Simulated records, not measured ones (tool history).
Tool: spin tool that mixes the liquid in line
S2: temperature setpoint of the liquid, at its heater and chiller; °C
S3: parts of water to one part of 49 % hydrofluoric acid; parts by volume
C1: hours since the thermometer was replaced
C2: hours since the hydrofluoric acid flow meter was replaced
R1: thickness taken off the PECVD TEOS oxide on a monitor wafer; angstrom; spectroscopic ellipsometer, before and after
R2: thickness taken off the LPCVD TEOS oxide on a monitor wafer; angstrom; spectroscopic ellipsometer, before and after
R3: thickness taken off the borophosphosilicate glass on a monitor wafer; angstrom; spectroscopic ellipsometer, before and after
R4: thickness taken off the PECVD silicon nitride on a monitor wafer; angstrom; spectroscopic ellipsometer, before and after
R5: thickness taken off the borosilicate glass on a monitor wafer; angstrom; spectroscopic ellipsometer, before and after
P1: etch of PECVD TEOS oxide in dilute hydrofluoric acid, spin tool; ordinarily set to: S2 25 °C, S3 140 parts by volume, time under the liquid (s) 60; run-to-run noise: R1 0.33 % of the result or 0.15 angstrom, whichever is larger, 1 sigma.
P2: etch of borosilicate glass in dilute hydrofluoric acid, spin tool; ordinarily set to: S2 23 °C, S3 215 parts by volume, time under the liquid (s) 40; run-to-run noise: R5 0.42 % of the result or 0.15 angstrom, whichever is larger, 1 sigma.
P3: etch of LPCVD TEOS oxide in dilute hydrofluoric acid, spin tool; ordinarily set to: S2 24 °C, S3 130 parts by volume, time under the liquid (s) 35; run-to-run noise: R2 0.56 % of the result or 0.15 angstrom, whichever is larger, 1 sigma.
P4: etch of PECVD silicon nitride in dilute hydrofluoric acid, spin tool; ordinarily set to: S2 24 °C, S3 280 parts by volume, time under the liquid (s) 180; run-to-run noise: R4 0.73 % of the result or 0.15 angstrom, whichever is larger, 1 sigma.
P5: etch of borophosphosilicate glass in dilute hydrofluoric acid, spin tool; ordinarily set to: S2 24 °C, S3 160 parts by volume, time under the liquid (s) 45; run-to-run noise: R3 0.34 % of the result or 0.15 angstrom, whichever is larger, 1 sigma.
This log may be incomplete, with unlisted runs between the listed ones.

run 1 hour=12.3 | process_that_ran=P1 S2=25 S3=140 time_under_the_liquid_(s)=60 | C1=275.7 C2=454.5 | R1=69.607
run 2 hour=20.9 | process_that_ran=P3 S2=28.5 S3=130 time_under_the_liquid_(s)=35 | C1=284.3 C2=463.1 | R2=101.62
run 3 hour=30.3 | process_that_ran=P1 S2=25 S3=140 time_under_the_liquid_(s)=110 | C1=293.7 C2=472.5 | R1=126.57
run 4 hour=43.7 | process_that_ran=P5 S2=24 S3=160 time_under_the_liquid_(s)=15 | C1=307.1 C2=485.9 | R3=57.253
run 5 hour=53.5 | process_that_ran=P4 S2=17 S3=280 time_under_the_liquid_(s)=180 | C1=316.9 C2=495.7 | R4=21.112
run 6 hour=63.4 | process_that_ran=P1 S2=25 S3=140 time_under_the_liquid_(s)=60 | C1=326.8 C2=505.6 | R1=69.347
-- hour=67.4 hydrofluoric acid flow meter replaced
run 7 hour=70.6 | process_that_ran=P1 S2=25 S3=140 time_under_the_liquid_(s)=60 | C1=334 C2=3.3 | R1=69.081
run 8 hour=78.5 | process_that_ran=P3 S2=24 S3=130 time_under_the_liquid_(s)=55 | C1=341.9 C2=11.2 | R2=136.24
run 9 hour=91.9 | process_that_ran=P2 S2=23 S3=215 time_under_the_liquid_(s)=40 | C1=355.3 C2=24.6 | R5=50.895
run 10 hour=101.4 | process_that_ran=P2 S2=23 S3=215 time_under_the_liquid_(s)=75 | C1=364.8 C2=34.1 | R5=95.56
run 11 hour=113.8 | process_that_ran=P4 S2=24 S3=280 time_under_the_liquid_(s)=15 | C1=377.2 C2=46.5 | R4=2.5066
run 12 hour=119.8 | process_that_ran=P1 S2=25 S3=140 time_under_the_liquid_(s)=60 | C1=383.2 C2=52.5 | R1=69.485
run 13 hour=130.6 | process_that_ran=P4 S2=24 S3=50 time_under_the_liquid_(s)=180 | C1=394 C2=63.3 | R4=180.48
run 14 hour=141.6 | process_that_ran=P1 S2=25 S3=140 time_under_the_liquid_(s)=60 | C1=405 C2=74.3 | R1=69.336
run 15 hour=147.9 | process_that_ran=P5 S2=17 S3=160 time_under_the_liquid_(s)=45 | C1=411.3 C2=80.6 | R3=130.33
run 16 hour=159.7 | process_that_ran=P1 S2=25 S3=250 time_under_the_liquid_(s)=60 | C1=423.1 C2=92.4 | R1=34.19
run 17 hour=168.6 | process_that_ran=P4 S2=24 S3=280 time_under_the_liquid_(s)=180 | C1=432 C2=101.3 | R4=33.105
run 18 hour=176.6 | process_that_ran=P1 S2=25 S3=140 time_under_the_liquid_(s)=15 | C1=440 C2=109.3 | R1=17.583
run 19 hour=184.6 | process_that_ran=P1 S2=19.5 S3=90 time_under_the_liquid_(s)=60 | C1=448 C2=117.3 | R1=91.456
run 20 hour=195.2 | process_that_ran=P1 S2=25 S3=60 time_under_the_liquid_(s)=60 | C1=458.6 C2=127.9 | R1=180.21
run 21 hour=202 | process_that_ran=P4 S2=24 S3=280 time_under_the_liquid_(s)=180 | C1=465.4 C2=134.7 | R4=32.943
run 22 hour=214.4 | process_that_ran=P2 S2=17 S3=215 time_under_the_liquid_(s)=40 | C1=477.8 C2=147.1 | R5=40.336
run 23 hour=227.7 | process_that_ran=P1 S2=20 S3=140 time_under_the_liquid_(s)=60 | C1=491.1 C2=160.4 | R1=57.402
run 24 hour=234.7 | process_that_ran=P3 S2=24 S3=175 time_under_the_liquid_(s)=35 | C1=498.1 C2=167.4 | R2=61.589
run 25 hour=241.6 | process_that_ran=P3 S2=24 S3=130 time_under_the_liquid_(s)=35 | C1=505 C2=174.3 | R2=85.686
run 26 hour=249.8 | process_that_ran=P5 S2=24 S3=235 time_under_the_liquid_(s)=45 | C1=513.2 C2=182.5 | R3=106.96
run 27 hour=261.8 | process_that_ran=P3 S2=24 S3=130 time_under_the_liquid_(s)=35 | C1=525.2 C2=194.5 | R2=86.164
run 28 hour=272.4 | process_that_ran=P2 S2=23 S3=395 time_under_the_liquid_(s)=40 | C1=535.8 C2=205.1 | R5=23.165
run 29 hour=284.9 | process_that_ran=P1 S2=25 S3=140 time_under_the_liquid_(s)=60 | C1=548.3 C2=217.6 | R1=69.115
run 30 hour=293.6 | process_that_ran=P1 S2=25 S3=140 time_under_the_liquid_(s)=60 | C1=557 C2=226.3 | R1=69.192
run 31 hour=301.6 | process_that_ran=P5 S2=24 S3=160 time_under_the_liquid_(s)=45 | C1=565 C2=234.3 | R3=170.79
run 32 hour=307.7 | process_that_ran=P1 S2=29 S3=140 time_under_the_liquid_(s)=60 | C1=571.1 C2=240.4 | R1=80.502
run 33 hour=316.8 | process_that_ran=P1 S2=25 S3=140 time_under_the_liquid_(s)=60 | C1=580.2 C2=249.5 | R1=69.289
run 34 hour=329.4 | process_that_ran=P1 S2=25 S3=140 time_under_the_liquid_(s)=60 | C1=592.8 C2=262.1 | R1=67.242
run 35 hour=339.4 | process_that_ran=P1 S2=25 S3=140 time_under_the_liquid_(s)=60 | C1=602.8 C2=272.1 | R1=66.071
run 36 hour=349.2 | process_that_ran=P1 S2=25 S3=140 time_under_the_liquid_(s)=60 | C1=612.6 C2=281.9 | R1=65.256
run 37 hour=359.5 | process_that_ran=P1 S2=25 S3=140 time_under_the_liquid_(s)=60 | C1=622.9 C2=292.2 | R1=64.76
run 38 hour=371.3 | process_that_ran=P1 S2=25 S3=140 time_under_the_liquid_(s)=60 | C1=634.7 C2=304 | R1=64.227
run 39 hour=382.7 | process_that_ran=P1 S2=25 S3=140 time_under_the_liquid_(s)=60 | C1=646.1 C2=315.4 | R1=63.958
run 40 hour=394.5 | process_that_ran=P1 S2=25 S3=140 time_under_the_liquid_(s)=60 | C1=657.9 C2=327.2 | R1=63.961
run 41 hour=404.6 | process_that_ran=P1 S2=25 S3=140 time_under_the_liquid_(s)=60 | C1=668 C2=337.3 | R1=63.667
run 42 hour=414.2 | process_that_ran=P1 S2=25 S3=140 time_under_the_liquid_(s)=60 | C1=677.6 C2=346.9 | R1=63.705
run 43 hour=426.4 | process_that_ran=P1 S2=25 S3=140 time_under_the_liquid_(s)=60 | C1=689.8 C2=359.1 | R1=63.096

Something has made what P1 gives creep away from where it was; the 2 causes below, each at its own stated size, fit the log equally well:
A: liquid colder than its thermometer reads (K) = 2.31
B: hydrofluoric acid flow below the setpoint (%) = 7.32
The process output started creeping at around hour 316.8.

Question marks stand in for the results of the 4 check runs listed below, each run on one wafer. Under which run would the listed causes show clearly different results?
run check 1 hour=438.6 | process_that_ran=P5 S2=24 S3=160 time_under_the_liquid_(s)=45 | R3=?
run check 2 hour=438.6 | process_that_ran=P3 S2=24 S3=130 time_under_the_liquid_(s)=35 | R2=?
run check 3 hour=438.6 | process_that_ran=P4 S2=24 S3=280 time_under_the_liquid_(s)=180 | R4=?
run check 4 hour=438.6 | process_that_ran=P2 S2=23 S3=215 time_under_the_liquid_(s)=40 | R5=?

Check results expected under each cause:
check=check_1 result=R3 if_A=156.36 if_B=156.14
check=check_2 result=R2 if_A=78.862 if_B=79.063
check=check_3 result=R4 if_A=28.62 if_B=30.643
check=check_4 result=R5 if_A=46.662 if_B=46.347
How far apart the two closest causes lie, in the result that separates them most: check 1 0.14 %; check 2 0.26 %; check 3 6.83 %; check 4 0.68 %
Check 3 is the one run that separates the causes; every other check would come out nearly the same whichever cause is at work.

After running check 3, the following was obtained: R4 30.55 angstrom. Which cause does this point to?

The correct cause is B, namely: hydrofluoric acid flow below the setpoint (%).

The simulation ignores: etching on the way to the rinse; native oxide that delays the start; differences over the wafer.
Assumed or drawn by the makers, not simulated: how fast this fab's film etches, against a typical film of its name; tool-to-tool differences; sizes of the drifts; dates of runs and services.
